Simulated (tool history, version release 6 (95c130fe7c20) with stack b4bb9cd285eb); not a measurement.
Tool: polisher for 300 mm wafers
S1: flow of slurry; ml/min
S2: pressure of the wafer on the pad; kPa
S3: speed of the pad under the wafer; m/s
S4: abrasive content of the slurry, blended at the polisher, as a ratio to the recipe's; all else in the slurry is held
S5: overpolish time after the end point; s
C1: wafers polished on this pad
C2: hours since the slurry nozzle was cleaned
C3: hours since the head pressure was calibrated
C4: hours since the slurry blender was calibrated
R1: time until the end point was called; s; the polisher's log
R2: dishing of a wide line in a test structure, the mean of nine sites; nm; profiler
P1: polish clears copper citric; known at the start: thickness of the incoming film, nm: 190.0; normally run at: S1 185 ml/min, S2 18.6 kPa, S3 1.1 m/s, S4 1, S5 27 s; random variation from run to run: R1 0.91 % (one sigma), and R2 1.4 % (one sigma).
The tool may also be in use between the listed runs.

run,hour,S1,S2,S3,S4,S5,C1,C2,C3,C4,R1,R2
1,5,185,18.6,1.1,1,27,275,120.1,156.3,79,79.132,42.214
2,9,185,11.7,1.1,1,27,320,124.1,160.3,83,124.76,27.717
3,12.3,185,18.6,1.1,1,27,357,127.4,163.6,86.3,80.126,42.594
4,15.6,185,18.6,1.1,1.5,27,394,130.7,166.9,89.6,72.235,45.606
5,21.9,185,18.6,1.1,1,8,464,137,173.2,95.9,79.393,13.776
6,27.9,185,28.3,1.1,1,27,531,143,179.2,101.9,52.755,59.521
# hour 33.5: worn pad replaced by a new one
7,34.4,185,18.6,1.1,0.6,27,11,149.5,185.7,108.4,88.728,38.229
8,40.5,185,18.6,1.1,1,44,79,155.6,191.8,114.5,80.611,60.734
9,44,185,18.6,1.1,1,27,118,159.1,195.3,118,79.888,41.719
10,49.1,110,18.6,1.1,1,27,175,164.2,200.4,123.1,86.032,39.181
11,55.5,290,18.6,1.1,1,27,246,170.6,206.8,129.5,74.994,43.671
12,61.6,185,18.6,0.5,1,27,314,176.7,212.9,135.6,168.35,21.583
13,67.1,185,18.6,1.1,1,27,376,182.2,218.4,141.1,79.355,42.67
14,72.5,185,18.6,1.1,1,27,436,187.6,223.8,146.5,79.24,41.17
15,78.8,185,18.6,1.48,1,13,507,193.9,230.1,152.8,58.516,29.028
16,83.2,185,18.6,1.1,1,27,556,198.3,234.5,157.2,78.473,41.967

Forecast run 17:
17,86.9,185,18.6,1.54,1,27,597,202,238.2,160.9,?,?

Run 17 gave R1 56.755 s, R2 54.546 nm.
